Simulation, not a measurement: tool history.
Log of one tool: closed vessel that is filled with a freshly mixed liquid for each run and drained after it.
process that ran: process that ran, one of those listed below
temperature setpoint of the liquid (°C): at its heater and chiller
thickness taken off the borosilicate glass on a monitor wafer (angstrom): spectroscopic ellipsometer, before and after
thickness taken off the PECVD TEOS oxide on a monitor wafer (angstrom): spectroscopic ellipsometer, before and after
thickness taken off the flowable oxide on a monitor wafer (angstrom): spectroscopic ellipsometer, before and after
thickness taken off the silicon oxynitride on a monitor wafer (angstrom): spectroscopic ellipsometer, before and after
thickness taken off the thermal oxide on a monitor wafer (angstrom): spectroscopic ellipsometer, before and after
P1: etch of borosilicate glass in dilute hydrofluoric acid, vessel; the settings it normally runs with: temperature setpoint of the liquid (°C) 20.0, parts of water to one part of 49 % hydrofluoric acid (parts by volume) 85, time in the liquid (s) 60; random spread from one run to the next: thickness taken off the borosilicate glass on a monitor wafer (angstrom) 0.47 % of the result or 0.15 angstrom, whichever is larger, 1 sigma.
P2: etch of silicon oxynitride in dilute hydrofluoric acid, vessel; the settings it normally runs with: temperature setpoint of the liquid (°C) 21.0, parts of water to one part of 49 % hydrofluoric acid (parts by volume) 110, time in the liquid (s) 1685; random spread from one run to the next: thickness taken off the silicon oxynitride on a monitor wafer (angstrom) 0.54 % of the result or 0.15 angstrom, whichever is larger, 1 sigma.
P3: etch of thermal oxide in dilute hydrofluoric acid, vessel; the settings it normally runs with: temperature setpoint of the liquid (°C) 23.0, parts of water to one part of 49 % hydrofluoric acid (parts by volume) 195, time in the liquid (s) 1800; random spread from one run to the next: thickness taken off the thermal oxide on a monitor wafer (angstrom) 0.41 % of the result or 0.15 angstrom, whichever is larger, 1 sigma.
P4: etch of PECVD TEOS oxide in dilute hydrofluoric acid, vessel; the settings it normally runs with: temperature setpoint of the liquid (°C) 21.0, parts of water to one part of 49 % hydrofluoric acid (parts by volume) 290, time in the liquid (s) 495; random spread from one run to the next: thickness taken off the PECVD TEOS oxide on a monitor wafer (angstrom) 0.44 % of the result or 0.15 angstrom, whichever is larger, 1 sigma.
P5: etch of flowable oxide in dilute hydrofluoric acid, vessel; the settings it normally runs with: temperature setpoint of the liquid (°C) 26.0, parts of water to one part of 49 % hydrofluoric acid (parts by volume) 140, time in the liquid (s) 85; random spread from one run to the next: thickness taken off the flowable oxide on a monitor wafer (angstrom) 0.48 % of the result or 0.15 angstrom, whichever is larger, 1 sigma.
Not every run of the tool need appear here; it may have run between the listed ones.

| run | hour | process that ran | temperature setpoint of the liquid (°C) | parts of water to one part of 49 % hydrofluoric acid (parts by volume) | time in the liquid (s) | hours since the thermometer was replaced | hours since the hydrofluoric acid flow meter was replaced | thickness taken off the borosilicate glass on a monitor wafer (angstrom) | thickness taken off the PECVD TEOS oxide on a monitor wafer (angstrom) | thickness taken off the flowable oxide on a monitor wafer (angstrom) | thickness taken off the silicon oxynitride on a monitor wafer (angstrom) | thickness taken off the thermal oxide on a monitor wafer (angstrom) |
|---|---|---|---|---|---|---|---|---|---|---|---|---|
| 1 | 6.1 | P1 | 20.0 | 85 | 60 | 319.1 | 1140.5 | 205.96 |  |  |  |  |
| 2 | 11.1 | P4 | 21.0 | 290 | 840 | 324.1 | 1145.5 |  | 613.16 |  |  |  |
| 3 | 18.8 | P5 | 26.0 | 75 | 85 | 331.8 | 1153.2 |  |  | 402.760 |  |  |
| 4 | 26.0 | P4 | 28.5 | 290 | 495 | 339.0 | 1160.4 |  | 470.25 |  |  |  |
| 5 | 32.6 | P2 | 21.0 | 110 | 3220 | 345.6 | 1167.0 |  |  |  | 449.13 |  |
| 6 | 41.2 | P1 | 20.0 | 85 | 35 | 354.2 | 1175.6 | 118.80 |  |  |  |  |
| 7 | 48.7 | P5 | 19.5 | 140 | 85 | 361.7 | 1183.1 |  |  | 156.270 |  |  |
| 8 | 57.9 | P3 | 29.0 | 195 | 1800 | 370.9 | 1192.3 |  |  |  |  | 484.0900 |
| 9 | 66.7 | P2 | 29.0 | 110 | 1685 | 379.7 | 1201.1 |  |  |  | 343.82 |  |
| 10 | 72.3 | P3 | 23.0 | 195 | 30 | 385.3 | 1206.7 |  |  |  |  | 6.2535 |
| 11 | 79.7 | P1 | 20.0 | 85 | 60 | 392.7 | 1214.1 | 204.95 |  |  |  |  |
| 12 | 88.4 | P1 | 20.0 | 140 | 60 | 401.4 | 1222.8 | 117.57 |  |  |  |  |
| 13 | 97.8 | P1 | 17.0 | 85 | 60 | 410.8 | 1232.2 | 180.15 |  |  |  |  |
| 14 | 104.2 | P3 | 23.0 | 300 | 1800 | 417.2 | 1238.6 |  |  |  |  | 225.6700 |
| 15 | 109.0 | P1 | 17.0 | 40 | 60 | 422.0 | 1243.4 | 405.03 |  |  |  |  |
| 16 | 113.9 | P5 | 26.0 | 140 | 35 | 426.9 | 1248.3 |  |  | 82.996 |  |  |
| 17 | 120.6 | P2 | 21.0 | 110 | 1685 | 433.6 | 1255.0 |  |  |  | 235.74 |  |
| 18 | 129.8 | P4 | 21.0 | 290 | 495 | 442.8 | 1264.2 |  | 360.32 |  |  |  |
| 19 | 133.9 | P1 | 20.0 | 85 | 60 | 446.9 | 1268.3 | 206.70 |  |  |  |  |
| 20 | 143.2 | P1 | 20.0 | 20 | 60 | 456.2 | 1277.6 | 946.18 |  |  |  |  |
| 21 | 151.3 | P2 | 21.0 | 60 | 1685 | 464.3 | 1285.7 |  |  |  | 447.10 |  |
| 22 | 160.7 | P1 | 20.0 | 85 | 60 | 473.7 | 1295.1 | 204.73 |  |  |  |  |
| 23 | 165.2 | P5 | 26.0 | 140 | 85 | 478.2 | 1299.6 |  |  | 199.970 |  |  |
| 24 | 170.6 | P3 | 23.0 | 195 | 1800 | 483.6 | 1305.0 |  |  |  |  | 388.8900 |
| 25 | 175.4 | P1 | 20.0 | 85 | 100 | 488.4 | 1309.8 | 343.20 |  |  |  |  |
| 26 | 182.9 | P4 | 21.0 | 65 | 495 | 495.9 | 1317.3 |  | 2028.80 |  |  |  |
| 27 | 191.6 | P1 | 23.5 | 85 | 60 | 504.6 | 1326.0 | 236.24 |  |  |  |  |
| 28 | 199.3 | P1 | 20.0 | 85 | 60 | 512.3 | 1333.7 | 205.65 |  |  |  |  |
| 29 | 207.1 | P1 | 20.0 | 85 | 60 | 520.1 | 1341.5 | 205.21 |  |  |  |  |
| 30 | 213.6 | P1 | 20.0 | 85 | 60 | 526.6 | 1348.0 | 211.68 |  |  |  |  |
| 31 | 220.0 | P1 | 20.0 | 85 | 60 | 533.0 | 1354.4 | 215.84 |  |  |  |  |
| 32 | 226.7 | P1 | 20.0 | 85 | 60 | 539.7 | 1361.1 | 218.40 |  |  |  |  |
| 33 | 235.3 | P1 | 20.0 | 85 | 60 | 548.3 | 1369.7 | 222.64 |  |  |  |  |
| 34 | 239.5 | P1 | 20.0 | 85 | 60 | 552.5 | 1373.9 | 224.09 |  |  |  |  |
| 35 | 246.3 | P1 | 20.0 | 85 | 60 | 559.3 | 1380.7 | 224.53 |  |  |  |  |
| 36 | 255.0 | P1 | 20.0 | 85 | 60 | 568.0 | 1389.4 | 225.70 |  |  |  |  |
| 37 | 264.4 | P1 | 20.0 | 85 | 60 | 577.4 | 1398.8 | 227.19 |  |  |  |  |
| 38 | 273.1 | P1 | 20.0 | 85 | 60 | 586.1 | 1407.5 | 226.37 |  |  |  |  |
| 39 | 279.2 | P1 | 20.0 | 85 | 60 | 592.2 | 1413.6 | 226.16 |  |  |  |  |

The output of P1 has drifted from where it used to be. Each of the 2 causes below, taken at the size shown beside it, accounts for the log equally well:
A: hydrofluoric acid flow above the setpoint (%) = 9.15
B: liquid hotter than its thermometer reads (K) = 2.33
Creep in the process output first set in at about hour 207.1.

Listed below are the offered check runs, one wafer per run, with question marks in place of results. For which of them would the causes give clearly different outcomes?
| check 1 | 285.3 | P3 | 27.0 | 290 | 1800 |  |  |  |  |  |  | ? |
| check 2 | 285.3 | P5 | 19.5 | 140 | 85 |  |  |  |  | ? |  |  |
| check 3 | 285.3 | P2 | 28.5 | 110 | 3155 |  |  |  |  |  | ? |  |
| check 4 | 285.3 | P4 | 28.0 | 80 | 495 |  |  |  | ? |  |  |  |

How each check would come out, cause by cause:
| check | result | if A | if B |
|---|---|---|---|
| check 1 | thickness taken off the thermal oxide on a monitor wafer (angstrom) | 304.6300 | 293.8700 |
| check 2 | thickness taken off the flowable oxide on a monitor wafer (angstrom) | 172.510 | 171.270 |
| check 3 | thickness taken off the silicon oxynitride on a monitor wafer (angstrom) | 689.15 | 694.38 |
| check 4 | thickness taken off the PECVD TEOS oxide on a monitor wafer (angstrom) | 2369.50 | 2352.00 |
Per-check spread between the two closest causes, in the result where they differ most: check 1 3.6 %; check 2 0.72 %; check 3 0.76 %; check 4 0.74 %
Only check 1 tells the causes apart: in the others they would give nearly the same result.

Here is what check 1 returned: thickness taken off the thermal oxide on a monitor wafer (angstrom) 302.6900. Which cause is it?

It was cause A: hydrofluoric acid flow above the setpoint (%).

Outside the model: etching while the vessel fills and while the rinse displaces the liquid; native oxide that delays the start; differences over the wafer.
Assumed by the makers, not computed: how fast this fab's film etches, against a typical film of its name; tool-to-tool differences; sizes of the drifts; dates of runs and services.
